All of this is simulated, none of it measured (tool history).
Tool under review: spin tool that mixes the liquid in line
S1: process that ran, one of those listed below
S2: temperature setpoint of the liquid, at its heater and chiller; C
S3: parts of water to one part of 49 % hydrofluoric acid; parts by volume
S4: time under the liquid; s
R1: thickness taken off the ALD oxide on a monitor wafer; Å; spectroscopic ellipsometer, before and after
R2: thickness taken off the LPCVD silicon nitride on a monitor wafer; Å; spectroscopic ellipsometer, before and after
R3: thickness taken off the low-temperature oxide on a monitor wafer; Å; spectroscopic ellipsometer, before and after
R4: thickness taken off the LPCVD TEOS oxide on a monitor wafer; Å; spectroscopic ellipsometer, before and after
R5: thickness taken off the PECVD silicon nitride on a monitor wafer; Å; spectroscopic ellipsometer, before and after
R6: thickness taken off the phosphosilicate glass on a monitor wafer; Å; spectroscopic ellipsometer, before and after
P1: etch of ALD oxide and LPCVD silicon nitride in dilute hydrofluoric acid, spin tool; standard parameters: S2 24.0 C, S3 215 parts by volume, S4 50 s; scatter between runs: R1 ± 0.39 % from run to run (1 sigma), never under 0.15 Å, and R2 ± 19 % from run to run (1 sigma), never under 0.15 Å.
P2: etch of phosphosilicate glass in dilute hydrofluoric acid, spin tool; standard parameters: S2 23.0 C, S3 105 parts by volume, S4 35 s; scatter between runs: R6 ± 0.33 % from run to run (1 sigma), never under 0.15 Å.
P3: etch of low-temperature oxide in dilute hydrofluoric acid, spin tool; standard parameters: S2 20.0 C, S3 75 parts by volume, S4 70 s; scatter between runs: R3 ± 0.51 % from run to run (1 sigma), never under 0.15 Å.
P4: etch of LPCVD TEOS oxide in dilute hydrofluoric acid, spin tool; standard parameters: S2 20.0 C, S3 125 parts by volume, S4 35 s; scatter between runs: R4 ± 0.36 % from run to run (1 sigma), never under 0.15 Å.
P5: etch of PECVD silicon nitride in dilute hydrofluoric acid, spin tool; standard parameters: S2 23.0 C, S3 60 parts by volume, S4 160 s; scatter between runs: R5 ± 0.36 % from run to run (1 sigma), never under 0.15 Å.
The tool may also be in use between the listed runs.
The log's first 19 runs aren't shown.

run     day  S1    S2   S3   S4      R1       R2      R3      R4       R5      R6
 20   8.433  P4  17.0  125   35                           77.627
 21   8.688  P3  20.0   75   70                   190.93
 22   9.025  P1  24.0  215   50  55.352  1.42610
 23   9.446  P2  23.0  105   60                                            922.70
 24   9.825  P1  24.0  215   15  16.619  0.21604
 25  10.238  P2  23.0  185   35                                            278.67
 26  10.583  P2  23.0  105   35                                            538.97
     10.800  -- thermometer replaced
 27  10.829  P3  20.0   75   70                   191.04
 28  11.162  P1  24.0  215   85  93.880  2.59970
 29  11.450  P5  23.0   60  160                                   137.470
 30  11.804  P3  23.5   75   70                   220.02
 31  12.288  P1  24.0  215   50  55.481  0.82735
 32  12.783  P4  20.0  125   15                           37.919
 33  13.117  P1  24.0  215   50  55.122  1.21020
 34  13.367  P1  24.0  215   50  53.936  1.23750
 35  13.892  P1  24.0  215   50  53.198  1.43030
 36  14.250  P1  24.0  215   50  52.585  1.24650
 37  14.688  P1  24.0  215   50  52.820  1.32230
 38  15.142  P1  24.0  215   50  52.614  0.99152

The next listed run, before its measurement:
 39  15.679  P1  24.0  215  50   ?   ?

Run 39 produced R1 52.394 Å, R2 0.83119 Å.

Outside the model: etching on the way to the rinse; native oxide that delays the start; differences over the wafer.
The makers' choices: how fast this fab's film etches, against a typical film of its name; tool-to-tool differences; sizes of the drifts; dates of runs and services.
